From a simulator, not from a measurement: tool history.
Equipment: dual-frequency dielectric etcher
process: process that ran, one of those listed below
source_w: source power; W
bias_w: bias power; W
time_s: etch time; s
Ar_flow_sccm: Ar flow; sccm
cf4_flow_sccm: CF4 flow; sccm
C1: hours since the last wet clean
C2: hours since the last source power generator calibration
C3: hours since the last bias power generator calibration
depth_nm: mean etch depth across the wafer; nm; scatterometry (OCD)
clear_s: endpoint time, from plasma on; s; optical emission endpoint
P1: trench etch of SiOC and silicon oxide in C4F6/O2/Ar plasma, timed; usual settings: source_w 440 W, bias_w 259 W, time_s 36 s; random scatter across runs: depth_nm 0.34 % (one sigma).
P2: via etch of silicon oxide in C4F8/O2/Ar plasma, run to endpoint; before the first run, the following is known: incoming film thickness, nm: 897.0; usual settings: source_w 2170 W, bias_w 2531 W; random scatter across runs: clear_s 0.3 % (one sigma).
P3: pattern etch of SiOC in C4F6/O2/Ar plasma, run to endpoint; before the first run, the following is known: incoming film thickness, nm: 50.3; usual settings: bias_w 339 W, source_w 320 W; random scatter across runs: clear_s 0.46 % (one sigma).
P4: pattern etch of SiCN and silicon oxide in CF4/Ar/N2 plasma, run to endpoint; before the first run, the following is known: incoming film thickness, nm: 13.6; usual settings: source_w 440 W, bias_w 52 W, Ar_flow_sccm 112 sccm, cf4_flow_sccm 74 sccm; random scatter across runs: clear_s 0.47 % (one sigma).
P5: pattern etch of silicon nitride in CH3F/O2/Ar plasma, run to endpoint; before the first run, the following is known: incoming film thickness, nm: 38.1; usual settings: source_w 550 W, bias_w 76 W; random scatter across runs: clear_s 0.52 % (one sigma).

{"run": 1, "day": 0.283, "process": "P1", "source_w": 440, "bias_w": 259, "time_s": 36, "C1": 153.1, "C2": 1040.8, "C3": 1493.2, "depth_nm": 79.9}
{"run": 2, "day": 0.533, "process": "P1", "source_w": 440, "bias_w": 259, "time_s": 54, "C1": 159.1, "C2": 1046.8, "C3": 1499.2, "depth_nm": 120.6}
{"run": 3, "day": 0.917, "process": "P4", "source_w": 600, "bias_w": 52, "Ar_flow_sccm": 112, "cf4_flow_sccm": 74, "C1": 168.3, "C2": 1056, "C3": 1508.4, "clear_s": 13.522}
{"run": 4, "day": 1.279, "process": "P4", "source_w": 440, "bias_w": 52, "Ar_flow_sccm": 112, "cf4_flow_sccm": 74, "C1": 177, "C2": 1064.7, "C3": 1517.1, "clear_s": 17.892}
{"run": 5, "day": 1.729, "process": "P4", "source_w": 440, "bias_w": 52, "Ar_flow_sccm": 148, "cf4_flow_sccm": 74, "C1": 187.8, "C2": 1075.5, "C3": 1527.9, "clear_s": 18.628}
{"run": 6, "day": 2.021, "process": "P3", "source_w": 320, "bias_w": 339, "C1": 194.8, "C2": 1082.5, "C3": 1534.9, "clear_s": 21.657}
{"run": 7, "day": 2.258, "process": "P3", "source_w": 320, "bias_w": 200, "C1": 200.5, "C2": 1088.2, "C3": 1540.6, "clear_s": 25.953}
{"run": 8, "day": 2.508, "process": "P3", "source_w": 210, "bias_w": 339, "C1": 206.5, "C2": 1094.2, "C3": 1546.6, "clear_s": 25.267}
{"run": 9, "day": 2.717, "process": "P1", "source_w": 440, "bias_w": 259, "time_s": 36, "C1": 211.5, "C2": 1099.2, "C3": 1551.6, "depth_nm": 79.803}
{"run": 10, "day": 3.062, "process": "P2", "source_w": 1410, "bias_w": 2531, "C1": 219.8, "C2": 1107.5, "C3": 1559.9, "clear_s": 191.42}
{"run": 11, "day": 3.296, "process": "P1", "source_w": 440, "bias_w": 259, "time_s": 36, "C1": 225.4, "C2": 1113.1, "C3": 1565.5, "depth_nm": 79.523}
{"run": 12, "day": 3.667, "process": "P5", "source_w": 550, "bias_w": 76, "C1": 234.3, "C2": 1122, "C3": 1574.4, "clear_s": 45.838}
{"run": 13, "day": 4.042, "process": "P1", "source_w": 440, "bias_w": 259, "time_s": 36, "C1": 243.3, "C2": 1131, "C3": 1583.4, "depth_nm": 79.991}
{"run": 14, "day": 4.5, "process": "P2", "source_w": 2170, "bias_w": 2531, "C1": 254.3, "C2": 1142, "C3": 1594.4, "clear_s": 162.16}
{"run": 15, "day": 4.846, "process": "P1", "source_w": 440, "bias_w": 259, "time_s": 36, "C1": 262.6, "C2": 1150.3, "C3": 1602.7, "depth_nm": 79.764}
{"run": 16, "day": 5.142, "process": "P1", "source_w": 440, "bias_w": 352, "time_s": 36, "C1": 269.7, "C2": 1157.4, "C3": 1609.8, "depth_nm": 88.372}
{"run": 17, "day": 5.429, "process": "P4", "source_w": 440, "bias_w": 72, "Ar_flow_sccm": 112, "cf4_flow_sccm": 74, "C1": 276.6, "C2": 1164.3, "C3": 1616.7, "clear_s": 16.072}
{"run": 18, "day": 5.758, "process": "P4", "source_w": 440, "bias_w": 52, "Ar_flow_sccm": 112, "cf4_flow_sccm": 51, "C1": 284.5, "C2": 1172.2, "C3": 1624.6, "clear_s": 18.934}
{"run": 19, "day": 6.004, "process": "P1", "source_w": 440, "bias_w": 259, "time_s": 36, "C1": 290.4, "C2": 1178.1, "C3": 1630.5, "depth_nm": 79.38}
{"run": 20, "day": 6.4, "process": "P5", "source_w": 550, "bias_w": 100, "C1": 299.9, "C2": 1187.6, "C3": 1640, "clear_s": 41.399}
{"run": 21, "day": 6.646, "process": "P1", "source_w": 280, "bias_w": 259, "time_s": 36, "C1": 305.8, "C2": 1193.5, "C3": 1645.9, "depth_nm": 67.382}
{"run": 22, "day": 6.879, "process": "P1", "source_w": 580, "bias_w": 259, "time_s": 36, "C1": 311.4, "C2": 1199.1, "C3": 1651.5, "depth_nm": 89.513}
{"run": 23, "day": 7.146, "process": "P1", "source_w": 440, "bias_w": 259, "time_s": 20, "C1": 317.8, "C2": 1205.5, "C3": 1657.9, "depth_nm": 44.037}
{"run": 24, "day": 7.354, "process": "P2", "source_w": 2170, "bias_w": 1844, "C1": 322.8, "C2": 1210.5, "C3": 1662.9, "clear_s": 177.31}
{"run": 25, "day": 7.575, "process": "P1", "source_w": 440, "bias_w": 163, "time_s": 36, "C1": 328.1, "C2": 1215.8, "C3": 1668.2, "depth_nm": 68.365}
{"run": 26, "day": 7.792, "process": "P5", "source_w": 390, "bias_w": 76, "C1": 333.3, "C2": 1221, "C3": 1673.4, "clear_s": 52.358}
{"run": 27, "day": 8.179, "process": "P1", "source_w": 290, "bias_w": 202, "time_s": 36, "C1": 342.6, "C2": 1230.3, "C3": 1682.7, "depth_nm": 62.422}
{"run": 28, "day": 8.562, "process": "P1", "source_w": 440, "bias_w": 259, "time_s": 36, "C1": 351.8, "C2": 1239.5, "C3": 1691.9, "depth_nm": 80.028}
{"run": 29, "day": 8.842, "process": "P1", "source_w": 440, "bias_w": 259, "time_s": 36, "C1": 358.5, "C2": 1246.2, "C3": 1698.6, "depth_nm": 79.317}
{"run": 30, "day": 9.3, "process": "P1", "source_w": 440, "bias_w": 259, "time_s": 36, "C1": 369.5, "C2": 1257.2, "C3": 1709.6, "depth_nm": 78.897}
{"run": 31, "day": 9.604, "process": "P1", "source_w": 440, "bias_w": 259, "time_s": 36, "C1": 376.8, "C2": 1264.5, "C3": 1716.9, "depth_nm": 78.561}
{"run": 32, "day": 10.012, "process": "P1", "source_w": 440, "bias_w": 259, "time_s": 36, "C1": 386.6, "C2": 1274.3, "C3": 1726.7, "depth_nm": 78.401}
{"day": 10.275, "done": "wet clean of the chamber"}
{"run": 33, "day": 10.317, "process": "P1", "source_w": 440, "bias_w": 259, "time_s": 36, "C1": 1, "C2": 1281.6, "C3": 1734, "depth_nm": 78.256}
{"run": 34, "day": 10.567, "process": "P1", "source_w": 440, "bias_w": 259, "time_s": 36, "C1": 7, "C2": 1287.6, "C3": 1740, "depth_nm": 78.402}
{"run": 35, "day": 10.988, "process": "P1", "source_w": 440, "bias_w": 259, "time_s": 36, "C1": 17.1, "C2": 1297.7, "C3": 1750.1, "depth_nm": 78.004}
{"run": 36, "day": 11.271, "process": "P1", "source_w": 440, "bias_w": 259, "time_s": 36, "C1": 23.9, "C2": 1304.5, "C3": 1756.9, "depth_nm": 78.071}
{"run": 37, "day": 11.483, "process": "P1", "source_w": 440, "bias_w": 259, "time_s": 36, "C1": 29, "C2": 1309.6, "C3": 1762, "depth_nm": 78.56}

P1 has crept away from where it was. The log is fitted equally well by each of these 2 causes, at the sizes shown:
A: bias power that arrives under what is set, % = 4.94
B: source power that arrives under what is set, % = 4.37
The creep began at about day 8.562.
Ruled out, with reasons:
chamber walls in a state that lowers the etch rate, %: its service at day 10.275 followed the start of the drift and did not put the process back to its old value

Of the 4 check runs below, each run on 2 wafers with the results averaged and each result still a question mark, which one would tell the listed causes apart?
{"run": "check 1", "day": 11.696, "process": "P3", "source_w": 320, "bias_w": 339, "clear_s": "?"}
{"run": "check 2", "day": 11.696, "process": "P2", "source_w": 2170, "bias_w": 2531, "clear_s": "?"}
{"run": "check 3", "day": 11.696, "process": "P4", "source_w": 440, "bias_w": 52, "Ar_flow_sccm": 112, "cf4_flow_sccm": 74, "clear_s": "?"}
{"run": "check 4", "day": 11.696, "process": "P5", "source_w": 550, "bias_w": 76, "clear_s": "?"}

Predicted outcomes, by check and by cause:
check=check_1 result=clear_s if_A=22.088 if_B=22.06
check=check_2 result=clear_s if_A=164.19 if_B=164.61
check=check_3 result=clear_s if_A=18.092 if_B=18.528
check=check_4 result=clear_s if_A=46.594 if_B=46.592
Per-check spread between the two closest causes, in the result where they differ most: check 1 0.12 %; check 2 0.26 %; check 3 2.38 %; check 4 0 %
Check 3 is the one run that separates the causes; every other check would come out nearly the same whichever cause is at work.

Check 3 has now been run. It gave: clear_s 18.494 s. Which of the candidate causes is it?

The cause is B: source power that arrives under what is set, %.
